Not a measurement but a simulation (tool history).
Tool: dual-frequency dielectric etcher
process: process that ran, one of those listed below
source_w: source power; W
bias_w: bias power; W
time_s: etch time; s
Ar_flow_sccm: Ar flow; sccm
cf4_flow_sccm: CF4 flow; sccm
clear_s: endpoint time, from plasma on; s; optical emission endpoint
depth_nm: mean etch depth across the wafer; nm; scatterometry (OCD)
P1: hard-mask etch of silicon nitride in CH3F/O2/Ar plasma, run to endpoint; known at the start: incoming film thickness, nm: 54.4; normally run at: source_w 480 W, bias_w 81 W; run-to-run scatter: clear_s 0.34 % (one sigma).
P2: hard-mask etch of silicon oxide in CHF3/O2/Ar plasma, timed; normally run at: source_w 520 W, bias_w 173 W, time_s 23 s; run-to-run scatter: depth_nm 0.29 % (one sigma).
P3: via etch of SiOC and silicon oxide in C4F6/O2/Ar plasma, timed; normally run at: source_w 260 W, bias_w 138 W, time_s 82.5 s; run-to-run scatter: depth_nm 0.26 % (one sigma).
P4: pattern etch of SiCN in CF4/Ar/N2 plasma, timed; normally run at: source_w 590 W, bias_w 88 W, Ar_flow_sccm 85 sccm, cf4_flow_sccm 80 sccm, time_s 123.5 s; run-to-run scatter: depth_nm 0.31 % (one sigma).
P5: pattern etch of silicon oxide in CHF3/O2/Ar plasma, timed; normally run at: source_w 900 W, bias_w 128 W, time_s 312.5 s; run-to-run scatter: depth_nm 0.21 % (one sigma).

| run | day | process | source_w | bias_w | time_s | Ar_flow_sccm | cf4_flow_sccm | hours since the last wet clean | hours since the last source power generator calibration | hours since the last bias power generator calibration | clear_s | depth_nm |
|---|---|---|---|---|---|---|---|---|---|---|---|---|
| 1 | 0.567 | P1 | 480 | 81 |  |  |  | 285.4 | 2321.6 | 306.1 | 69.745 |  |
| 2 | 1.017 | P2 | 730 | 173 | 23 |  |  | 296.2 | 2332.4 | 316.9 |  | 47.681 |
| 3 | 1.775 | P3 | 260 | 138 | 49 |  |  | 314.4 | 2350.6 | 335.1 |  | 42.287 |
| 4 | 2.558 | P1 | 480 | 81 |  |  |  | 333.2 | 2369.4 | 353.9 | 69.699 |  |
| 5 | 2.967 | P5 | 900 | 128 | 454.5 |  |  | 343 | 2379.2 | 363.7 |  | 952.99 |
| 6 | 3.521 | P4 | 590 | 88 | 68 | 85 | 80 | 356.3 | 2392.5 | 377 |  | 79.897 |
| 7 | 4.046 | P1 | 480 | 81 |  |  |  | 368.9 | 2405.1 | 389.6 | 69.556 |  |
| 8 | 4.562 | P4 | 590 | 88 | 123.5 | 53 | 80 | 381.3 | 2417.5 | 402 |  | 154.54 |
| 9 | 5.133 | P2 | 520 | 173 | 15.5 |  |  | 395 | 2431.2 | 415.7 |  | 28.176 |
| 10 | 5.825 | P1 | 350 | 81 |  |  |  | 411.6 | 2447.8 | 432.3 | 78.392 |  |
| 11 | 6.333 | P3 | 260 | 188 | 82.5 |  |  | 423.8 | 2460 | 444.5 |  | 79.076 |
| 12 | 6.921 | P4 | 590 | 88 | 123.5 | 85 | 80 | 437.9 | 2474.1 | 458.6 |  | 145.88 |
| 13 | 7.579 | P5 | 900 | 175 | 312.5 |  |  | 453.7 | 2489.9 | 474.4 |  | 723.03 |
| 14 | 8.217 | P1 | 480 | 81 |  |  |  | 469 | 2505.2 | 489.7 | 69.844 |  |
| 15 | 8.917 | P1 | 480 | 101 |  |  |  | 485.8 | 2522 | 506.5 | 64.532 |  |
| 16 | 9.496 | P5 | 900 | 128 | 312.5 |  |  | 499.7 | 2535.9 | 520.4 |  | 654.98 |
| 17 | 10.088 | P1 | 630 | 59 |  |  |  | 513.9 | 2550.1 | 534.6 | 69.349 |  |
| 18 | 10.554 | P1 | 670 | 67 |  |  |  | 525.1 | 2561.3 | 545.8 | 65.094 |  |
| 19 | 11.017 | P5 | 900 | 128 | 312.5 |  |  | 536.2 | 2572.4 | 556.9 |  | 654.17 |
| 20 | 11.708 | P3 | 360 | 138 | 82.5 |  |  | 552.8 | 2589 | 573.5 |  | 81.351 |
| 21 | 12.192 | P3 | 260 | 138 | 82.5 |  |  | 564.4 | 2600.6 | 585.1 |  | 71.103 |
| 22 | 12.654 | P1 | 480 | 81 |  |  |  | 575.5 | 2611.7 | 596.2 | 69.259 |  |
| 23 | 13.279 | P2 | 520 | 212 | 23 |  |  | 590.5 | 2626.7 | 611.2 |  | 44.811 |
| 24 | 13.933 | P1 | 480 | 81 |  |  |  | 606.2 | 2642.4 | 626.9 | 69.67 |  |
| 25 | 14.392 | P4 | 590 | 88 | 123.5 | 85 | 63 | 617.2 | 2653.4 | 637.9 |  | 141.16 |
| 26 | 15.042 | P1 | 580 | 81 |  |  |  | 632.8 | 2669 | 653.5 | 64.733 |  |
| 27 | 15.767 | P1 | 310 | 52 |  |  |  | 650.2 | 2686.4 | 670.9 | 95.456 |  |
| 28 | 16.35 | P5 | 1060 | 128 | 312.5 |  |  | 664.2 | 2700.4 | 684.9 |  | 698.93 |
| 29 | 17 | P2 | 520 | 173 | 23 |  |  | 679.8 | 2716 | 700.5 |  | 41.594 |
| 30 | 17.358 | P1 | 480 | 53 |  |  |  | 688.4 | 2724.6 | 709.1 | 79.898 |  |
| 31 | 17.958 | P4 | 590 | 122 | 123.5 | 85 | 80 | 702.8 | 2739 | 723.5 |  | 163.63 |
| 32 | 18.571 | P4 | 350 | 88 | 123.5 | 85 | 80 | 717.5 | 2753.7 | 738.2 |  | 92.142 |
| 33 | 18.992 | P3 | 260 | 138 | 82.5 |  |  | 727.6 | 2763.8 | 748.3 |  | 71.335 |
| 34 | 19.662 | P1 | 480 | 81 |  |  |  | 743.7 | 2779.9 | 764.4 | 69.643 |  |
| 35 | 20.133 | P1 | 480 | 81 |  |  |  | 755 | 2791.2 | 775.7 | 69.246 |  |
| 36 | 20.738 | P1 | 480 | 81 |  |  |  | 769.5 | 2805.7 | 790.2 | 69.106 |  |
| 37 | 21.279 | P1 | 480 | 81 |  |  |  | 782.5 | 2818.7 | 803.2 | 68.254 |  |
|  | 21.729 | wet clean of the chamber |
| 38 | 22.067 | P1 | 480 | 81 |  |  |  | 8.2 | 2837.6 | 822.1 | 68.216 |  |
| 39 | 22.762 | P1 | 480 | 81 |  |  |  | 24.9 | 2854.3 | 838.8 | 68.514 |  |
| 40 | 23.542 | P1 | 480 | 81 |  |  |  | 43.6 | 2873 | 857.5 | 68.5 |  |
| 41 | 24.225 | P1 | 480 | 81 |  |  |  | 60 | 2889.4 | 873.9 | 68.354 |  |
| 42 | 24.746 | P1 | 480 | 81 |  |  |  | 72.5 | 2901.9 | 886.4 | 68.181 |  |

What P1 gives has crept away from where it was. These 2 causes fit the log equally well, each at the size given:
A: source power that arrives over what is set, % = 4.56
B: bias power that arrives over what is set, % = 4.96
The creep began at about day 19.662.
Why every other cause is out:
chamber walls in a state that raises the etch rate, %: serviced at day 21.729, which brought nothing back

4 check runs are offered, one wafer each, their results left as question marks. Which one tells the causes apart?
| check 1 | 25.267 | P3 | 310 | 138 | 62.5 |  |  |  |  |  |  | ? |
| check 2 | 25.267 | P5 | 900 | 128 | 370 |  |  |  |  |  |  | ? |
| check 3 | 25.267 | P4 | 590 | 88 | 95 | 65 | 80 |  |  |  |  | ? |
| check 4 | 25.267 | P2 | 720 | 206 | 23 |  |  |  |  |  |  | ? |

What each check would give under each cause:
| check | result | if A | if B |
|---|---|---|---|
| check 1 | depth_nm | 59.073 | 58.932 |
| check 2 | depth_nm | 787.74 | 785.45 |
| check 3 | depth_nm | 120.78 | 117.98 |
| check 4 | depth_nm | 51.098 | 51.077 |
How far apart the two closest causes lie, in the result that separates them most: check 1 0.24 %; check 2 0.29 %; check 3 2.35 %; check 4 0.04 %
Only check 3 tells the causes apart: in the others they would give nearly the same result.

Then check 3 was run and gave: depth_nm 117.29 nm. Which cause is it?

It is B: bias power that arrives over what is set, %.

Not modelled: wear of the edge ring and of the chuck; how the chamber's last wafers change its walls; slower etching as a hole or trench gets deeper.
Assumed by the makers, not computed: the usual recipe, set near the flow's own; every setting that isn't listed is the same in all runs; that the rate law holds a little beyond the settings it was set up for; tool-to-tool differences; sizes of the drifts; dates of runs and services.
